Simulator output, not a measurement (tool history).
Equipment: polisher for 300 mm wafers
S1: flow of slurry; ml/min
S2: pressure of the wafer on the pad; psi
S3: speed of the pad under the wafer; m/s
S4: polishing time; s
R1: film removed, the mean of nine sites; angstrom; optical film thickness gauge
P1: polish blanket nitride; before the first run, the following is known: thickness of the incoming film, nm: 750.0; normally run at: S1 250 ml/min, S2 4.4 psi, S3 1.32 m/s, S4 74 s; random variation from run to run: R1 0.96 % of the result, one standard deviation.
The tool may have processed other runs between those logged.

run,hour,S1,S2,S3,S4,R1
1,13.2,250,4.4,1.32,74,2142.5
2,27.9,250,4.4,1.32,38,1096.7
3,36.9,150,4.4,1.64,74,2389
4,50,250,4.4,0.78,74,1415.5
5,58.9,380,4.4,1.32,74,2177.2
6,67.4,250,6.3,1.32,112,4614.8
7,79.4,250,5.7,1.32,74,2767.6
8,88.1,250,4.4,1.32,74,2115.2
9,99.5,250,4.4,1.32,74,2150
10,112,250,4.4,1.32,74,2172.8
11,119.5,250,4.4,1.32,105,3094.1
12,128,150,4.4,1.32,74,2002.5
13,142.3,250,4.4,1.32,74,2125.1
14,149.5,250,2,1.32,74,986.89
15,160,250,4.4,1.92,74,2888.5
16,169,250,4.4,1.32,74,2122.3
17,179.6,250,4.4,1.32,74,2106
18,193.5,250,4.4,1.32,74,2079.9
19,203.4,250,4.4,1.32,74,2033
20,213,250,4.4,1.32,74,2104.1
21,228.1,250,4.4,1.32,74,2044.2
# hour 229.5: head pressure recalibrated
22,237.6,250,4.4,1.32,74,2030.6
23,247.3,250,4.4,1.32,74,2028.5
24,262.2,250,4.4,1.32,74,2007.6

P1 has crept away from where it was. The log is fitted equally well by each of these 2 causes, at the sizes shown:
A: removal rate lost through wear of the pad, % = 5.06
B: slurry flow missing at the pad, % = 32.9
The onset of the drift is placed at about hour 169.
All other causes, with the reason each is excluded:
head's pressure below its setpoint, %: maintenance at hour 229.5, after the shift began, did not return the process to its former output

Which of the 4 check runs listed below, each an average over 5 wafers with its results shown as question marks, gives clearly different results under the different listed causes?
check 1,277.1,250,2,1.32,74,?
check 2,277.1,250,2.2,1.32,74,?
check 3,277.1,150,4.4,0.86,74,?
check 4,277.1,250,3.2,1.32,74,?

Check results expected under each cause:
check,result,if A,if B
check 1,R1,921.93,921.9
check 2,R1,1014.1,1014.1
check 3,R1,1341.9,1300.5
check 4,R1,1475.1,1475
Per check, the gap between the least separated pair of causes, taken in the result that splits them most: check 1 0 %; check 2 0 %; check 3 3.13 %; check 4 0 %
Check 3 tells the causes apart: in the others they would give nearly the same result.

The results of check 3 are: R1 1303.5 angstrom. Based on these, which of the listed causes is it?

The cause is B: slurry flow missing at the pad, %.
